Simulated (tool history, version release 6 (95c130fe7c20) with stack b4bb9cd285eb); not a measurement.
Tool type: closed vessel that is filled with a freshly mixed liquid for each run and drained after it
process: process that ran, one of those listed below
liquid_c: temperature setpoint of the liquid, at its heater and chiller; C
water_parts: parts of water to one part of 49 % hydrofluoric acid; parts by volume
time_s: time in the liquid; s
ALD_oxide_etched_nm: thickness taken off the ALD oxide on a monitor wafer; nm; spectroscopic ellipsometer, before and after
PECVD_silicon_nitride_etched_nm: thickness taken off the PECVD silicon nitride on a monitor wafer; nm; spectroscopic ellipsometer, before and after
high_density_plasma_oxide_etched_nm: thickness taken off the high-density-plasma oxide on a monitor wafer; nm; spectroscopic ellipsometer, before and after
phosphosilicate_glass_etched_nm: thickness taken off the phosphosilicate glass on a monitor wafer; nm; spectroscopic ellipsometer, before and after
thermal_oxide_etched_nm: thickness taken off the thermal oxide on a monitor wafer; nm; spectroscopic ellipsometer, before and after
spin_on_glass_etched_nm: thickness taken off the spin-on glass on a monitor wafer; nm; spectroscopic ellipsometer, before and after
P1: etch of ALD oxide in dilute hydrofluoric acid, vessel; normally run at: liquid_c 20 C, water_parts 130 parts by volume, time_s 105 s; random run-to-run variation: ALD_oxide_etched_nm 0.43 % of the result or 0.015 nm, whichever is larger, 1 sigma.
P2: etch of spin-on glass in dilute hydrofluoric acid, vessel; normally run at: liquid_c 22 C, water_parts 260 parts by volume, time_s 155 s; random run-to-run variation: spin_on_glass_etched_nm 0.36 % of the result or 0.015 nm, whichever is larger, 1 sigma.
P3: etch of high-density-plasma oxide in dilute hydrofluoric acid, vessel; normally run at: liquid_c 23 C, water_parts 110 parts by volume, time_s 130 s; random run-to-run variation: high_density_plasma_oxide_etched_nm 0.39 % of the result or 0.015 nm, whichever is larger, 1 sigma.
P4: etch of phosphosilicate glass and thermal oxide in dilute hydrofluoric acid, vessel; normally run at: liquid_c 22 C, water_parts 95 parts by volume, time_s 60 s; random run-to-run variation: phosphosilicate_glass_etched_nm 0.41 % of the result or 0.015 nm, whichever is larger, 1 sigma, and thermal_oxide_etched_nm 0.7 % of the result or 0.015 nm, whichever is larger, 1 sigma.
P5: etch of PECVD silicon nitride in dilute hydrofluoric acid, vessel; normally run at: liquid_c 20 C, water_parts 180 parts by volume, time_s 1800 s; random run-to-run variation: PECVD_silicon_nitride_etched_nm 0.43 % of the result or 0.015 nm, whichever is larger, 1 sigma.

run,hour,process,liquid_c,water_parts,time_s,hours since the thermometer was replaced,hours since the hydrofluoric acid flow meter was replaced,ALD_oxide_etched_nm,PECVD_silicon_nitride_etched_nm,high_density_plasma_oxide_etched_nm,phosphosilicate_glass_etched_nm,thermal_oxide_etched_nm,spin_on_glass_etched_nm
1,6.4,P1,20,130,105,385,754.9,9.6551,,,,,
2,12.6,P5,20,35,1800,391.2,761.1,,90.503,,,,
3,20.3,P3,23,200,130,398.9,768.8,,,2.9941,,,
4,27.6,P4,22,95,60,406.2,776.1,,,,43.049,2.8389,
5,32.5,P3,23,110,130,411.1,781,,,6.0009,,,
6,36.5,P3,31.5,110,130,415.1,785,,,8.3464,,,
7,43.7,P1,17,130,105,422.3,792.2,8.4881,,,,,
8,50.9,P3,23,110,30,429.5,799.4,,,1.4032,,,
9,57.8,P2,22,260,50,436.4,806.3,,,,,,10.1
10,62.5,P4,22,95,30,441.1,811,,,,21.584,1.4654,
11,69.5,P3,23,110,130,448.1,818,,,6.0991,,,
12,74.8,P1,20,130,105,453.4,823.3,9.7486,,,,,
13,80.7,P2,22,260,155,459.3,829.2,,,,,,31.087
14,84.8,P1,20,45,105,463.4,833.3,30.943,,,,,
15,91.5,P4,22,165,60,470.1,840,,,,23.025,1.4832,
16,96.5,P4,17,95,60,475.1,845,,,,35.185,2.3279,
17,102.4,P5,17,180,1800,481,850.9,,15.027,,,,
18,109.6,P1,20,185,155,488.2,858.1,9.5218,,,,,
19,113.3,P5,20,180,2845,491.9,861.8,,29.28,,,,
20,117.6,P1,20,230,105,496.2,866.1,5.0039,,,,,
21,121.4,P1,20,130,105,500,869.9,9.7396,,,,,
22,126.3,P1,20,130,105,504.9,874.8,9.6539,,,,,
23,133.9,P1,23.5,130,200,512.5,882.4,21.247,,,,,
24,141.3,P1,20,130,200,519.9,889.8,18.509,,,,,
25,145.2,P2,28,260,155,523.8,893.7,,,,,,38.293
26,153.1,P1,20,130,105,531.7,901.6,9.7294,,,,,
27,160.5,P1,20,130,30,539.1,909,2.8109,,,,,

Run 28 is up next; what results do you expect?
28,167.7,P5,20,180,1800,546.3,916.2,,?,,,,

{"run 28": {"PECVD_silicon_nitride_etched_nm": 18.51}}
